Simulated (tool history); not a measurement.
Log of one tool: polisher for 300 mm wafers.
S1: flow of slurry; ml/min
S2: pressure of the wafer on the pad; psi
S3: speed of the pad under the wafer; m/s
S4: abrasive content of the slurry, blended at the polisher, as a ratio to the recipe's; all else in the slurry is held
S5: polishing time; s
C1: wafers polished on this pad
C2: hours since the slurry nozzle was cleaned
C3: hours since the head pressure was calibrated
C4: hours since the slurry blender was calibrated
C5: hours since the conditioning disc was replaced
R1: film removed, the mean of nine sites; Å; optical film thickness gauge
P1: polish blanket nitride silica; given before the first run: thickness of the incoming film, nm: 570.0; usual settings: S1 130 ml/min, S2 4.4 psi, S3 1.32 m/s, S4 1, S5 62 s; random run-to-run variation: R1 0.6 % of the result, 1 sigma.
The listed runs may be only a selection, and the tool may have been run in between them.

run,hour,S1,S2,S3,S4,S5,C1,C2,C3,C4,C5,R1
1,16.8,130,4.4,1.32,1,62,506,187.5,583.2,189.2,85.7,718.8
2,34.1,130,6.1,1.32,1,62,749,204.8,600.5,206.5,103,1001.1
3,51.1,130,4.4,0.88,1,62,987,221.8,617.5,223.5,120,523.29
4,61.9,130,4.4,1.32,0.75,93,1138,232.6,628.3,234.3,130.8,939.42
5,77.3,130,4.4,1.32,1.5,62,1354,248,643.7,249.7,146.2,848.23
6,86.1,130,4.4,1.32,1,62,1477,256.8,652.5,258.5,155,724.23
7,99.7,90,4.4,1.32,1,62,1667,270.4,666.1,272.1,168.6,668.57
8,111.9,130,4.4,1.32,1,62,1838,282.6,678.3,284.3,180.8,716.55
9,120.8,130,4.4,1.9,1,62,1963,291.5,687.2,293.2,189.7,972.06
10,132.6,175,4.4,1.32,1,62,2128,303.3,699,305,201.5,759.23
11,143.3,130,4.4,1.32,1,62,2278,314,709.7,315.7,212.2,723.96
12,160.3,130,4.4,1.32,1,62,2516,331,726.7,332.7,229.2,729.77
13,171.8,130,4.4,1.32,0.55,62,2677,342.5,738.2,344.2,240.7,523
# hour 174.5: slurry nozzle cleaned
14,180.3,130,4.4,1.32,1,46,2796,5.8,746.7,352.7,249.2,534.53
15,190.7,130,2,1.32,1,62,2942,16.2,757.1,363.1,259.6,327.51
16,208.2,130,4.4,1.32,1,89,3187,33.7,774.6,380.6,277.1,1038.8

Run 17 is up next; what results do you expect?
17,219.6,130,4.4,1.32,1,62,3347,45.1,786,392,288.5,?

R1: 720.52 Å

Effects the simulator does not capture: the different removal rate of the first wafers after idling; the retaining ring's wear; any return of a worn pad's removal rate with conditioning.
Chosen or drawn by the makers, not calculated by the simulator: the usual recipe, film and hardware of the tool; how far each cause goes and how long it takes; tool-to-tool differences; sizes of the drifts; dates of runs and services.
